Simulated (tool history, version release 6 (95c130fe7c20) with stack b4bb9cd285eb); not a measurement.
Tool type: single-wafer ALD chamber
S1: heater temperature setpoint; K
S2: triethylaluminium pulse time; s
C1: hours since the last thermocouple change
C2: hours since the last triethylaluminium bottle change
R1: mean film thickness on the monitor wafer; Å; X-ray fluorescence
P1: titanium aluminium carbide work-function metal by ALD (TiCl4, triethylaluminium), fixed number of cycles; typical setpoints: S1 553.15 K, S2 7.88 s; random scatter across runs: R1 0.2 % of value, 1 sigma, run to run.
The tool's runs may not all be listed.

Run 1, hour 8.6: S1 553.15 K, S2 7.88 s; C1 680.5; C2 556.2. Result: R1 17.045 Å.
Run 2, hour 19.1: S1 553.15 K, S2 7.88 s; C1 691.0; C2 566.7. Result: R1 16.974 Å.
Run 3, hour 36.9: S1 573.15 K, S2 5.79 s; C1 708.8; C2 584.5. Result: R1 17.257 Å.
Run 4, hour 46.2: S1 553.15 K, S2 7.88 s; C1 718.1; C2 593.8. Result: R1 17.004 Å.
Run 5, hour 55.4: S1 553.15 K, S2 3.23 s; C1 727.3; C2 603.0. Result: R1 12.222 Å.
Run 6, hour 65.4: S1 575.15 K, S2 7.88 s; C1 737.3; C2 613.0. Result: R1 18.839 Å.
Run 7, hour 78.9: S1 528.15 K, S2 7.88 s; C1 750.8; C2 626.5. Result: R1 15.079 Å.
Run 8, hour 93.1: S1 553.15 K, S2 7.88 s; C1 765.0; C2 640.7. Result: R1 17.017 Å.
Run 9, hour 112.0: S1 569.15 K, S2 11.78 s; C1 783.9; C2 659.6. Result: R1 19.279 Å.
Run 10, hour 122.5: S1 553.15 K, S2 7.88 s; C1 794.4; C2 670.1. Result: R1 16.987 Å.
Run 11, hour 138.9: S1 553.15 K, S2 7.88 s; C1 810.8; C2 686.5. Result: R1 17.043 Å.
Run 12, hour 148.9: S1 574.15 K, S2 4.42 s; C1 820.8; C2 696.5. Result: R1 15.674 Å.
Run 13, hour 160.6: S1 553.15 K, S2 13.09 s; C1 832.5; C2 708.2. Result: R1 18.041 Å.
Run 14, hour 170.8: S1 553.15 K, S2 7.88 s; C1 842.7; C2 718.4. Result: R1 17.014 Å.
Run 15, hour 188.4: S1 553.15 K, S2 7.88 s; C1 860.3; C2 736.0. Result: R1 16.865 Å.
Run 16, hour 201.6: S1 553.15 K, S2 7.88 s; C1 873.5; C2 749.2. Result: R1 16.797 Å.
Run 17, hour 220.7: S1 553.15 K, S2 7.88 s; C1 892.6; C2 768.3. Result: R1 16.738 Å.
Run 18, hour 237.9: S1 553.15 K, S2 7.88 s; C1 909.8; C2 785.5. Result: R1 16.684 Å.
Run 19, hour 253.4: S1 553.15 K, S2 7.88 s; C1 925.3; C2 801.0. Result: R1 16.672 Å.
Run 20, hour 268.2: S1 553.15 K, S2 7.88 s; C1 940.1; C2 815.8. Result: R1 16.708 Å.
Run 21, hour 280.1: S1 553.15 K, S2 7.88 s; C1 952.0; C2 827.7. Result: R1 16.688 Å.
Run 22, hour 289.8: S1 553.15 K, S2 7.88 s; C1 961.7; C2 837.4. Result: R1 16.649 Å.
Run 23, hour 298.4: S1 553.15 K, S2 7.88 s; C1 970.3; C2 846.0. Result: R1 16.675 Å.
Run 24, hour 312.4: S1 553.15 K, S2 7.88 s; C1 984.3; C2 860.0. Result: R1 16.666 Å.

P1 has crept away from where it was. The log is fitted equally well by each of these 2 causes, at the sizes shown:
A: wafer temperature below the value expected at the setpoint (K) = 4.71
B: triethylaluminium dose below that of a fresh bottle (%) = 9.93
At approximately hour 170.8, the process output began to creep.

The check runs listed below each take one wafer, and their results are still question marks. Under which run would the listed causes lead to clearly different results?
Run check 1, hour 326.4: S1 544.15 K, S2 7.88 s. Result: R1 ?.
Run check 2, hour 326.4: S1 553.15 K, S2 3.95 s. Result: R1 ?.
Run check 3, hour 326.4: S1 541.15 K, S2 7.88 s. Result: R1 ?.
Run check 4, hour 326.4: S1 536.15 K, S2 7.88 s. Result: R1 ?.

If the cause were each of the candidates in turn, the checks would give the following:
  check  result    if A    if B
check 1      R1  15.942  15.954
check 2      R1  13.261  12.882
check 3      R1  15.708  15.724
check 4      R1  15.320  15.342
Smallest distance between any two causes, each pair judged by its most separating result, in per cent: check 1 0.08 %; check 2 2.9 %; check 3 0.1 %; check 4 0.14 %
Only check 2 tells the causes apart: in the others they would give nearly the same result.

The results of check 2 are: R1 12.871 Å. Based on these, which of the listed causes is it?

The cause is B: triethylaluminium dose below that of a fresh bottle (%).

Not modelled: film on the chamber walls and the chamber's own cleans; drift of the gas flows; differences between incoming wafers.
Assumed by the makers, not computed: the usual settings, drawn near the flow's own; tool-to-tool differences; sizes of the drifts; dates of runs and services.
